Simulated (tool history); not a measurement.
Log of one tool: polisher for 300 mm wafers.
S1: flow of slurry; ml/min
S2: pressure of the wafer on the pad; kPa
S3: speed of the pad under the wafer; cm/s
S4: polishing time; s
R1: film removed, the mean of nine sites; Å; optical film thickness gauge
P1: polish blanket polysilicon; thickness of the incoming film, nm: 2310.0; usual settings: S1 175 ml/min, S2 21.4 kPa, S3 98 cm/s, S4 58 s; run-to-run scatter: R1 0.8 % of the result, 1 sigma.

run 1 day=0.704 | S1=175 S2=21.4 S3=98 S4=58 | R1=5814.5
run 2 day=1.167 | S1=175 S2=21.4 S3=136 S4=36 | R1=5046.8
run 3 day=1.633 | S1=175 S2=21.4 S3=140 S4=58 | R1=8280.4
run 4 day=2.1 | S1=175 S2=21.4 S3=52 S4=58 | R1=3106.3
run 5 day=2.779 | S1=175 S2=14.5 S3=98 S4=58 | R1=3930.6
run 6 day=3.45 | S1=175 S2=21.4 S3=98 S4=58 | R1=5828.5
run 7 day=4.108 | S1=175 S2=21.4 S3=68 S4=41 | R1=2865.3
run 8 day=4.638 | S1=175 S2=21.4 S3=98 S4=76 | R1=7584
run 9 day=4.967 | S1=105 S2=21.4 S3=98 S4=58 | R1=5305.4
run 10 day=5.658 | S1=175 S2=21.4 S3=98 S4=58 | R1=5833.9
run 11 day=6.112 | S1=175 S2=21.4 S3=98 S4=58 | R1=5879
run 12 day=6.575 | S1=175 S2=30.3 S3=98 S4=58 | R1=8367.5
run 13 day=7 | S1=175 S2=21.4 S3=98 S4=36 | R1=3613.5
run 14 day=7.371 | S1=130 S2=21.4 S3=98 S4=45 | R1=4277.1
run 15 day=7.992 | S1=240 S2=21.4 S3=98 S4=58 | R1=6152.1
run 16 day=8.321 | S1=175 S2=21.4 S3=98 S4=58 | R1=5831.3
run 17 day=8.65 | S1=175 S2=21.4 S3=98 S4=58 | R1=5746.8
run 18 day=9.171 | S1=175 S2=21.4 S3=98 S4=58 | R1=5513.6
run 19 day=9.592 | S1=175 S2=21.4 S3=98 S4=58 | R1=5485
run 20 day=10.083 | S1=175 S2=21.4 S3=98 S4=58 | R1=5509.3
-- day=10.133 worn pad replaced by a new one
run 21 day=10.404 | S1=175 S2=21.4 S3=98 S4=58 | R1=5362
run 22 day=11.017 | S1=175 S2=21.4 S3=98 S4=58 | R1=5442.4
run 23 day=11.579 | S1=175 S2=21.4 S3=98 S4=58 | R1=5323.9
run 24 day=11.896 | S1=175 S2=21.4 S3=98 S4=58 | R1=5391.4

What P1 gives has crept away from where it was. These 2 causes fit the log equally well, each at the size given:
A: slurry flow missing at the pad, % = 38.2
B: head's pressure below its setpoint, % = 8.69
The creep began at about day 8.321.
Why every other cause is out:
removal rate lost through wear of the pad, %: serviced at day 10.133, which brought nothing back

4 check runs are offered, each on 2 wafers whose results are averaged, their results left as question marks. Which one tells the causes apart?
run check 1 day=12.212 | S1=175 S2=21.4 S3=134 S4=58 | R1=?
run check 2 day=12.212 | S1=175 S2=26.2 S3=98 S4=58 | R1=?
run check 3 day=12.212 | S1=110 S2=21.4 S3=98 S4=58 | R1=?
run check 4 day=12.212 | S1=175 S2=21.4 S3=122 S4=58 | R1=?

What each check would give under each cause:
check=check_1 result=R1 if_A=7315.3 if_B=7316
check=check_2 result=R1 if_A=6558.1 if_B=6558.7
check=check_3 result=R1 if_A=4682.1 if_B=4904.3
check=check_4 result=R1 if_A=6660.2 if_B=6660.8
How far apart the two closest causes lie, in the result that separates them most: check 1 0.01 %; check 2 0.01 %; check 3 4.64 %; check 4 0.01 %
Only check 3 tells the causes apart: in the others they would give nearly the same result.

Then check 3 was run and gave: R1 4912.3 Å. Which cause is it?

It is B: head's pressure below its setpoint, %.
